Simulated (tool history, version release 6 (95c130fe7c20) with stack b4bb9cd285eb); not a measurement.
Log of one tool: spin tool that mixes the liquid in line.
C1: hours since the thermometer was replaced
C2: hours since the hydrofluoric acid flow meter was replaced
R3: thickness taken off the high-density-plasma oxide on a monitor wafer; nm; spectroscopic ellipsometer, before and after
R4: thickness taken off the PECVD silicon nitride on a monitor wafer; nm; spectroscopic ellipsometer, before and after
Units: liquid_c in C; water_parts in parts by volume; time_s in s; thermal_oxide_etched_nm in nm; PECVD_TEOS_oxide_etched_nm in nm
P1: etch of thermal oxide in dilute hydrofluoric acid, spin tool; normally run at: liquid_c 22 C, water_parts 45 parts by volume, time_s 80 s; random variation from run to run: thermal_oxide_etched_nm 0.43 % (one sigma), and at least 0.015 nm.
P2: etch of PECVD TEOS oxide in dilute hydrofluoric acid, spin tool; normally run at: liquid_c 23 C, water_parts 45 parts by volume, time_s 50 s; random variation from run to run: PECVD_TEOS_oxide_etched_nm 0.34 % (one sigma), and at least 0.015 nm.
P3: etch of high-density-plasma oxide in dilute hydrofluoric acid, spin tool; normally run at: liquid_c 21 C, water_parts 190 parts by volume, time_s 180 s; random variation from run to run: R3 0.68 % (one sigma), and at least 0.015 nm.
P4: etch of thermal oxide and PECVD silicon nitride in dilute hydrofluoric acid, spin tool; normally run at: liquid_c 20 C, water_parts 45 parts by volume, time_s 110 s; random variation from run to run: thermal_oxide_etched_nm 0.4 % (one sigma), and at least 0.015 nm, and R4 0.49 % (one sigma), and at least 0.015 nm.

Run 1, hour 2.9: process P1, liquid_c 22 C, water_parts 45 parts by volume, time_s 80 s; C1 1576; C2 879.3. Result: thermal_oxide_etched_nm 8.0528 nm.
Run 2, hour 6: process P1, liquid_c 22 C, water_parts 45 parts by volume, time_s 80 s; C1 1579.1; C2 882.4. Result: thermal_oxide_etched_nm 8.1388 nm.
Run 3, hour 10.4: process P2, liquid_c 23 C, water_parts 70 parts by volume, time_s 50 s; C1 1583.5; C2 886.8. Result: PECVD_TEOS_oxide_etched_nm 8.7148 nm.
Run 4, hour 14.9: process P1, liquid_c 22 C, water_parts 45 parts by volume, time_s 80 s; C1 1588; C2 891.3. Result: thermal_oxide_etched_nm 8.1361 nm.
Run 5, hour 19: process P2, liquid_c 23 C, water_parts 45 parts by volume, time_s 15 s; C1 1592.1; C2 895.4. Result: PECVD_TEOS_oxide_etched_nm 4.217 nm.
Run 6, hour 21.4: process P1, liquid_c 22 C, water_parts 30 parts by volume, time_s 80 s; C1 1594.5; C2 897.8. Result: thermal_oxide_etched_nm 12.376 nm.
Run 7, hour 24.4: process P1, liquid_c 29.5 C, water_parts 65 parts by volume, time_s 80 s; C1 1597.5; C2 900.8. Result: thermal_oxide_etched_nm 7.3969 nm.
Run 8, hour 28.7: process P1, liquid_c 26 C, water_parts 45 parts by volume, time_s 80 s; C1 1601.8; C2 905.1. Result: thermal_oxide_etched_nm 9.588 nm.
Run 9, hour 32.6: process P1, liquid_c 22 C, water_parts 45 parts by volume, time_s 80 s; C1 1605.7; C2 909. Result: thermal_oxide_etched_nm 8.1646 nm.
Run 10, hour 34.8: process P2, liquid_c 23 C, water_parts 45 parts by volume, time_s 50 s; C1 1607.9; C2 911.2. Result: PECVD_TEOS_oxide_etched_nm 13.961 nm.
Run 11, hour 37: process P1, liquid_c 22 C, water_parts 45 parts by volume, time_s 15 s; C1 1610.1; C2 913.4. Result: thermal_oxide_etched_nm 1.5227 nm.
Run 12, hour 40.8: process P1, liquid_c 27 C, water_parts 45 parts by volume, time_s 125 s; C1 1613.9; C2 917.2. Result: thermal_oxide_etched_nm 15.575 nm.
Run 13, hour 43.9: process P3, liquid_c 21 C, water_parts 190 parts by volume, time_s 180 s; C1 1617; C2 920.3. Result: R3 3.8531 nm.
Run 14, hour 45.8: process P4, liquid_c 20 C, water_parts 45 parts by volume, time_s 175 s; C1 1618.9; C2 922.2. Result: thermal_oxide_etched_nm 16.432 nm, R4 16.68 nm.
Run 15, hour 49.3: process P3, liquid_c 21 C, water_parts 315 parts by volume, time_s 180 s; C1 1622.4; C2 925.7. Result: R3 2.0907 nm.
Run 16, hour 51.6: process P1, liquid_c 22 C, water_parts 45 parts by volume, time_s 140 s; C1 1624.7; C2 928. Result: thermal_oxide_etched_nm 14.21 nm.
Run 17, hour 55.2: process P1, liquid_c 22 C, water_parts 65 parts by volume, time_s 80 s; C1 1628.3; C2 931.6. Result: thermal_oxide_etched_nm 5.4496 nm.
Run 18, hour 57.5: process P3, liquid_c 17 C, water_parts 190 parts by volume, time_s 180 s; C1 1630.6; C2 933.9. Result: R3 3.3366 nm.
Run 19, hour 61.3: process P4, liquid_c 20 C, water_parts 65 parts by volume, time_s 110 s; C1 1634.4; C2 937.7. Result: thermal_oxide_etched_nm 6.9866 nm, R4 7.3781 nm.

Run 20 comes next. What will it give?
Run 20, hour 63.4: process P1, liquid_c 22 C, water_parts 45 parts by volume, time_s 80 s; C1 1636.5; C2 939.8. Result: thermal_oxide_etched_nm ?.

{"run 20": {"thermal_oxide_etched_nm": 8.1753}}

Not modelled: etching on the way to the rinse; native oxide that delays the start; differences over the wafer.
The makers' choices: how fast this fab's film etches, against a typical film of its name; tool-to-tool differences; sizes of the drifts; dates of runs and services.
